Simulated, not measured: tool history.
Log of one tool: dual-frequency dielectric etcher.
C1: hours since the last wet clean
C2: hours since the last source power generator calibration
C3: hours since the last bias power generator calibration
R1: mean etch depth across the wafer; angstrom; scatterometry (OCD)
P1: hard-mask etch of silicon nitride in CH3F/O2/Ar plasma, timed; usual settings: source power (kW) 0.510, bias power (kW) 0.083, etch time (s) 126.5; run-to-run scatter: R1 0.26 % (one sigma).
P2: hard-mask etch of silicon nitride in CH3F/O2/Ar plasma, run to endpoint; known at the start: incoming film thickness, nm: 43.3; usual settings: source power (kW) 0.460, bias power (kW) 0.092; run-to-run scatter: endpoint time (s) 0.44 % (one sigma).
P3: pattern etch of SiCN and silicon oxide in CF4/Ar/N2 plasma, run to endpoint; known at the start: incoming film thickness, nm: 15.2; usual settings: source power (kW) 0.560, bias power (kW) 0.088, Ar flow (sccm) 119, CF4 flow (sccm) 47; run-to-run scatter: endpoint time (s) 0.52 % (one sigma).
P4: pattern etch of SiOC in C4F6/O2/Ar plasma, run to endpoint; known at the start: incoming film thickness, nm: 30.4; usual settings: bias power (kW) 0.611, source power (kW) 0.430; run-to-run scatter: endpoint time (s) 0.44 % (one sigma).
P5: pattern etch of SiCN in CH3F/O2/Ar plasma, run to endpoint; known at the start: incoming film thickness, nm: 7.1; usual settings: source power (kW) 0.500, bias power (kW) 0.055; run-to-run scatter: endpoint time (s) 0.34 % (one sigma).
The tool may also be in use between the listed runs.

{"run": 1, "hour": 15.3, "process that ran": "P1", "source power (kW)": 0.51, "bias power (kW)": 0.083, "etch time (s)": 126.5, "C1": 117.0, "C2": 1768.6, "C3": 469.0, "R1": 1035.8}
{"run": 2, "hour": 28.7, "process that ran": "P1", "source power (kW)": 0.51, "bias power (kW)": 0.103, "etch time (s)": 182.5, "C1": 130.4, "C2": 1782.0, "C3": 482.4, "R1": 1610.8}
{"run": 3, "hour": 38.4, "process that ran": "P1", "source power (kW)": 0.37, "bias power (kW)": 0.083, "etch time (s)": 126.5, "C1": 140.1, "C2": 1791.7, "C3": 492.1, "R1": 913.13}
{"run": 4, "hour": 49.3, "process that ran": "P1", "source power (kW)": 0.51, "bias power (kW)": 0.083, "etch time (s)": 126.5, "C1": 151.0, "C2": 1802.6, "C3": 503.0, "R1": 1033.9}
{"run": 5, "hour": 62.9, "process that ran": "P4", "source power (kW)": 0.43, "bias power (kW)": 0.611, "C1": 164.6, "C2": 1816.2, "C3": 516.6, "endpoint time (s)": 9.3534}
{"run": 6, "hour": 74.9, "process that ran": "P1", "source power (kW)": 0.51, "bias power (kW)": 0.083, "etch time (s)": 126.5, "C1": 176.6, "C2": 1828.2, "C3": 528.6, "R1": 1028.1}
{"run": 7, "hour": 83.1, "process that ran": "P2", "source power (kW)": 0.46, "bias power (kW)": 0.122, "C1": 184.8, "C2": 1836.4, "C3": 536.8, "endpoint time (s)": 48.418}
{"run": 8, "hour": 97.2, "process that ran": "P1", "source power (kW)": 0.51, "bias power (kW)": 0.083, "etch time (s)": 126.5, "C1": 198.9, "C2": 1850.5, "C3": 550.9, "R1": 1037.3}
{"run": 9, "hour": 111.3, "process that ran": "P3", "source power (kW)": 0.56, "bias power (kW)": 0.088, "Ar flow (sccm)": 119, "CF4 flow (sccm)": 47, "C1": 213.0, "C2": 1864.6, "C3": 565.0, "endpoint time (s)": 14.65}
{"run": 10, "hour": 123.5, "process that ran": "P2", "source power (kW)": 0.26, "bias power (kW)": 0.092, "C1": 225.2, "C2": 1876.8, "C3": 577.2, "endpoint time (s)": 66.316}
{"run": 11, "hour": 136.6, "process that ran": "P5", "source power (kW)": 0.38, "bias power (kW)": 0.055, "C1": 238.3, "C2": 1889.9, "C3": 590.3, "endpoint time (s)": 21.627}
{"run": 12, "hour": 145.3, "process that ran": "P1", "source power (kW)": 0.51, "bias power (kW)": 0.083, "etch time (s)": 126.5, "C1": 247.0, "C2": 1898.6, "C3": 599.0, "R1": 1031.4}
{"run": 13, "hour": 162.0, "process that ran": "P1", "source power (kW)": 0.69, "bias power (kW)": 0.083, "etch time (s)": 126.5, "C1": 263.7, "C2": 1915.3, "C3": 615.7, "R1": 1161.4}
{"run": 14, "hour": 170.7, "process that ran": "P3", "source power (kW)": 0.56, "bias power (kW)": 0.088, "Ar flow (sccm)": 119, "CF4 flow (sccm)": 27, "C1": 272.4, "C2": 1924.0, "C3": 624.4, "endpoint time (s)": 16.149}
{"run": 15, "hour": 186.8, "process that ran": "P5", "source power (kW)": 0.5, "bias power (kW)": 0.055, "C1": 288.5, "C2": 1940.1, "C3": 640.5, "endpoint time (s)": 19.485}
{"run": 16, "hour": 202.9, "process that ran": "P3", "source power (kW)": 0.56, "bias power (kW)": 0.057, "Ar flow (sccm)": 119, "CF4 flow (sccm)": 47, "C1": 304.6, "C2": 1956.2, "C3": 656.6, "endpoint time (s)": 17.19}
{"run": 17, "hour": 211.1, "process that ran": "P3", "source power (kW)": 0.56, "bias power (kW)": 0.088, "Ar flow (sccm)": 162, "CF4 flow (sccm)": 47, "C1": 312.8, "C2": 1964.4, "C3": 664.8, "endpoint time (s)": 15.579}
{"run": 18, "hour": 228.3, "process that ran": "P1", "source power (kW)": 0.51, "bias power (kW)": 0.103, "etch time (s)": 126.5, "C1": 330.0, "C2": 1981.6, "C3": 682.0, "R1": 1116.3}
{"run": 19, "hour": 241.7, "process that ran": "P1", "source power (kW)": 0.51, "bias power (kW)": 0.083, "etch time (s)": 126.5, "C1": 343.4, "C2": 1995.0, "C3": 695.4, "R1": 1031.1}
{"run": 20, "hour": 256.2, "process that ran": "P1", "source power (kW)": 0.51, "bias power (kW)": 0.054, "etch time (s)": 126.5, "C1": 357.9, "C2": 2009.5, "C3": 709.9, "R1": 901.12}
{"run": 21, "hour": 267.1, "process that ran": "P5", "source power (kW)": 0.5, "bias power (kW)": 0.077, "C1": 368.8, "C2": 2020.4, "C3": 720.8, "endpoint time (s)": 17.429}
{"run": 22, "hour": 282.9, "process that ran": "P1", "source power (kW)": 0.51, "bias power (kW)": 0.083, "etch time (s)": 97.0, "C1": 384.6, "C2": 2036.2, "C3": 736.6, "R1": 793.71}
{"run": 23, "hour": 294.5, "process that ran": "P3", "source power (kW)": 0.79, "bias power (kW)": 0.088, "Ar flow (sccm)": 119, "CF4 flow (sccm)": 47, "C1": 396.2, "C2": 2047.8, "C3": 748.2, "endpoint time (s)": 10.887}
{"run": 24, "hour": 311.9, "process that ran": "P1", "source power (kW)": 0.32, "bias power (kW)": 0.083, "etch time (s)": 69.5, "C1": 413.6, "C2": 2065.2, "C3": 765.6, "R1": 476.8}
{"run": 25, "hour": 320.9, "process that ran": "P4", "source power (kW)": 0.43, "bias power (kW)": 0.611, "C1": 422.6, "C2": 2074.2, "C3": 774.6, "endpoint time (s)": 9.3354}
{"run": 26, "hour": 336.7, "process that ran": "P4", "source power (kW)": 0.3, "bias power (kW)": 0.611, "C1": 438.4, "C2": 2090.0, "C3": 790.4, "endpoint time (s)": 10.698}
{"run": 27, "hour": 348.1, "process that ran": "P5", "source power (kW)": 0.5, "bias power (kW)": 0.055, "C1": 449.8, "C2": 2101.4, "C3": 801.8, "endpoint time (s)": 19.504}
{"run": 28, "hour": 356.2, "process that ran": "P1", "source power (kW)": 0.51, "bias power (kW)": 0.083, "etch time (s)": 174.0, "C1": 457.9, "C2": 2109.5, "C3": 809.9, "R1": 1427.7}
{"run": 29, "hour": 372.1, "process that ran": "P4", "source power (kW)": 0.43, "bias power (kW)": 0.495, "C1": 473.8, "C2": 2125.4, "C3": 825.8, "endpoint time (s)": 10.03}
{"run": 30, "hour": 385.5, "process that ran": "P2", "source power (kW)": 0.46, "bias power (kW)": 0.092, "C1": 487.2, "C2": 2138.8, "C3": 839.2, "endpoint time (s)": 53.926}
{"run": 31, "hour": 398.1, "process that ran": "P1", "source power (kW)": 0.51, "bias power (kW)": 0.083, "etch time (s)": 126.5, "C1": 499.8, "C2": 2151.4, "C3": 851.8, "R1": 1035.4}
{"run": 32, "hour": 410.9, "process that ran": "P1", "source power (kW)": 0.51, "bias power (kW)": 0.083, "etch time (s)": 126.5, "C1": 512.6, "C2": 2164.2, "C3": 864.6, "R1": 1028.5}
{"run": 33, "hour": 420.9, "process that ran": "P1", "source power (kW)": 0.51, "bias power (kW)": 0.083, "etch time (s)": 126.5, "C1": 522.6, "C2": 2174.2, "C3": 874.6, "R1": 1024.8}
{"run": 34, "hour": 429.3, "process that ran": "P1", "source power (kW)": 0.51, "bias power (kW)": 0.083, "etch time (s)": 126.5, "C1": 531.0, "C2": 2182.6, "C3": 883.0, "R1": 1021.1}
{"run": 35, "hour": 438.3, "process that ran": "P1", "source power (kW)": 0.51, "bias power (kW)": 0.083, "etch time (s)": 126.5, "C1": 540.0, "C2": 2191.6, "C3": 892.0, "R1": 1012.3}
{"run": 36, "hour": 447.0, "process that ran": "P1", "source power (kW)": 0.51, "bias power (kW)": 0.083, "etch time (s)": 126.5, "C1": 548.7, "C2": 2200.3, "C3": 900.7, "R1": 1020.2}
{"hour": 448.8, "done": "wet clean of the chamber"}
{"run": 37, "hour": 463.3, "process that ran": "P1", "source power (kW)": 0.51, "bias power (kW)": 0.083, "etch time (s)": 126.5, "C1": 14.6, "C2": 2216.6, "C3": 917.0, "R1": 1017.2}
{"run": 38, "hour": 472.0, "process that ran": "P1", "source power (kW)": 0.51, "bias power (kW)": 0.083, "etch time (s)": 126.5, "C1": 23.3, "C2": 2225.3, "C3": 925.7, "R1": 1015.3}
{"run": 39, "hour": 481.2, "process that ran": "P1", "source power (kW)": 0.51, "bias power (kW)": 0.083, "etch time (s)": 126.5, "C1": 32.5, "C2": 2234.5, "C3": 934.9, "R1": 1014.2}
{"run": 40, "hour": 490.2, "process that ran": "P1", "source power (kW)": 0.51, "bias power (kW)": 0.083, "etch time (s)": 126.5, "C1": 41.5, "C2": 2243.5, "C3": 943.9, "R1": 1014.7}
{"run": 41, "hour": 499.0, "process that ran": "P1", "source power (kW)": 0.51, "bias power (kW)": 0.083, "etch time (s)": 126.5, "C1": 50.3, "C2": 2252.3, "C3": 952.7, "R1": 1016.5}

What P1 gives has crept away from where it was. These 2 causes fit the log equally well, each at the size given:
A: bias power that arrives under what is set, % = 4.42
B: source power that arrives under what is set, % = 4.06
The creep began at about hour 398.1.
Why every other cause is out:
chamber walls in a state that lowers the etch rate, %: serviced at hour 448.8, which brought nothing back

4 check runs are offered, each on 5 wafers whose results are averaged, their results left as question marks. Which one tells the causes apart?
{"run": "check 1", "hour": 507.8, "process that ran": "P5", "source power (kW)": 0.5, "bias power (kW)": 0.074, "endpoint time (s)": "?"}
{"run": "check 2", "hour": 507.8, "process that ran": "P4", "source power (kW)": 0.34, "bias power (kW)": 0.611, "endpoint time (s)": "?"}
{"run": "check 3", "hour": 507.8, "process that ran": "P3", "source power (kW)": 0.56, "bias power (kW)": 0.057, "Ar flow (sccm)": 119, "CF4 flow (sccm)": 47, "endpoint time (s)": "?"}
{"run": "check 4", "hour": 507.8, "process that ran": "P2", "source power (kW)": 0.37, "bias power (kW)": 0.12, "endpoint time (s)": "?"}

What each check would give under each cause:
check=check_1 result=endpoint_time_(s) if_A=17.9370 if_B=17.9360
check=check_2 result=endpoint_time_(s) if_A=10.3230 if_B=10.2990
check=check_3 result=endpoint_time_(s) if_A=17.5480 if_B=17.9170
check=check_4 result=endpoint_time_(s) if_A=53.8100 if_B=53.7080
How far apart the two closest causes lie, in the result that separates them most: check 1 0.01 %; check 2 0.23 %; check 3 2.08 %; check 4 0.19 %
Only check 3 tells the causes apart: in the others they would give nearly the same result.

Then check 3 was run and gave: endpoint time (s) 17.5400. Which cause is it?

It is A: bias power that arrives under what is set, %.
